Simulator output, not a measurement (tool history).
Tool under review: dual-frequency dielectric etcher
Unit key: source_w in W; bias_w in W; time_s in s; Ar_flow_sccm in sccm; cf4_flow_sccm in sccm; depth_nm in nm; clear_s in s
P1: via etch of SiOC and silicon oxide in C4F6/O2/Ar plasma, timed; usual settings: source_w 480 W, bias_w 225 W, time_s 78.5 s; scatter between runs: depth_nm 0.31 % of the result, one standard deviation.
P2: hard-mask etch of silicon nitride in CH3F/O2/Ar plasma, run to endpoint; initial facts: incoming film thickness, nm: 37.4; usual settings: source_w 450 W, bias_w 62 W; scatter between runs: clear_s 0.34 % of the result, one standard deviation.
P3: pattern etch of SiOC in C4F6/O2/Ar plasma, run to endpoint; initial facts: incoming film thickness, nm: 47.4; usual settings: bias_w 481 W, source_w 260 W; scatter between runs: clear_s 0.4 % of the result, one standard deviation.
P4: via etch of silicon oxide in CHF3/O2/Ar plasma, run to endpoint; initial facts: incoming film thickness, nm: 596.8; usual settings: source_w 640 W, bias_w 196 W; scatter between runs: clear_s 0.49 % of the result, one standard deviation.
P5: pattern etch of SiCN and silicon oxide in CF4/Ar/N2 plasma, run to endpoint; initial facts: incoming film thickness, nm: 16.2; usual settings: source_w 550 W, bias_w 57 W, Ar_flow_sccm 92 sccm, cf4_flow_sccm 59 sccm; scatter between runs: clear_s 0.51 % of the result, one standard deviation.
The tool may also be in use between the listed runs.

run   hour  process  source_w  bias_w  time_s  Ar_flow_sccm  cf4_flow_sccm  hours since the last wet clean  hours since the last source power generator calibration  hours since the last bias power generator calibration  depth_nm  clear_s
  1    7.2       P1       480     225    78.5                                                         77.6                                                   2301.8                                                  492.4   102.380
  2   13.8       P1       310     225    78.5                                                         84.2                                                   2308.4                                                  499.0    86.785
  3   17.7       P5       550      57                    65             59                            88.1                                                   2312.3                                                  502.9             16.604
  4   22.4       P1       480     225    49.5                                                         92.8                                                   2317.0                                                  507.6    64.733
  5   29.3       P4       640     275                                                                 99.7                                                   2323.9                                                  514.5            258.470
  6   33.4       P1       480     131    78.5                                                        103.8                                                   2328.0                                                  518.6    86.852
  7   36.9       P5       550      57                    92             75                           107.3                                                   2331.5                                                  522.1             16.871
  8   43.2       P1       480     225   101.5                                                        113.6                                                   2337.8                                                  528.4   133.510
  9   49.6       P5       550      57                    92             59                           120.0                                                   2344.2                                                  534.8             17.469
 10   55.9       P4       640     196                                                                126.3                                                   2350.5                                                  541.1            290.400
 11   60.8       P1       480     225    78.5                                                        131.2                                                   2355.4                                                  546.0   102.440
 12   67.7       P1       480     225    78.5                                                        138.1                                                   2362.3                                                  552.9   102.940
 13   75.4       P3       210     481                                                                145.8                                                   2370.0                                                  560.6             19.849
 14   82.7       P2       450      76                                                                153.1                                                   2377.3                                                  567.9             51.958
 15   87.0       P3       260     336                                                                157.4                                                   2381.6                                                  572.2             20.734
 16   92.8       P1       480     314    78.5                                                        163.2                                                   2387.4                                                  578.0   115.270
 17  100.1       P1       640     225   112.5                                                        170.5                                                   2394.7                                                  585.3   164.690
 18  106.8       P4       640     196                                                                177.2                                                   2401.4                                                  592.0            291.550
 19  113.2       P3       260     481                                                                183.6                                                   2407.8                                                  598.4             18.301
 20  117.0       P1       480     225    78.5                                                        187.4                                                   2411.6                                                  602.2   103.240
 21  123.3       P2       450      62                                                                193.7                                                   2417.9                                                  608.5             55.084
 22  128.2       P2       450      62                                                                198.6                                                   2422.8                                                  613.4             54.949
 23  133.7       P5       550      73                    92             59                           204.1                                                   2428.3                                                  618.9             16.194
     137.2  -- wet clean of the chamber
 24  140.3       P1       480     225    78.5                                                          3.1                                                   2434.9                                                  625.5   103.190
 25  146.3       P2       600      62                                                                  9.1                                                   2440.9                                                  631.5             49.456
 26  150.5       P5       420      57                    92             59                            13.3                                                   2445.1                                                  635.7             22.189
 27  156.3       P1       480     225    78.5                                                         19.1                                                   2450.9                                                  641.5   102.480

Forecast run 28:
 28  162.3       P1       660     225    78.5                                                         25.1                                                   2456.9                                                  647.5         ?

{"run 28": {"depth_nm": 116.07}}

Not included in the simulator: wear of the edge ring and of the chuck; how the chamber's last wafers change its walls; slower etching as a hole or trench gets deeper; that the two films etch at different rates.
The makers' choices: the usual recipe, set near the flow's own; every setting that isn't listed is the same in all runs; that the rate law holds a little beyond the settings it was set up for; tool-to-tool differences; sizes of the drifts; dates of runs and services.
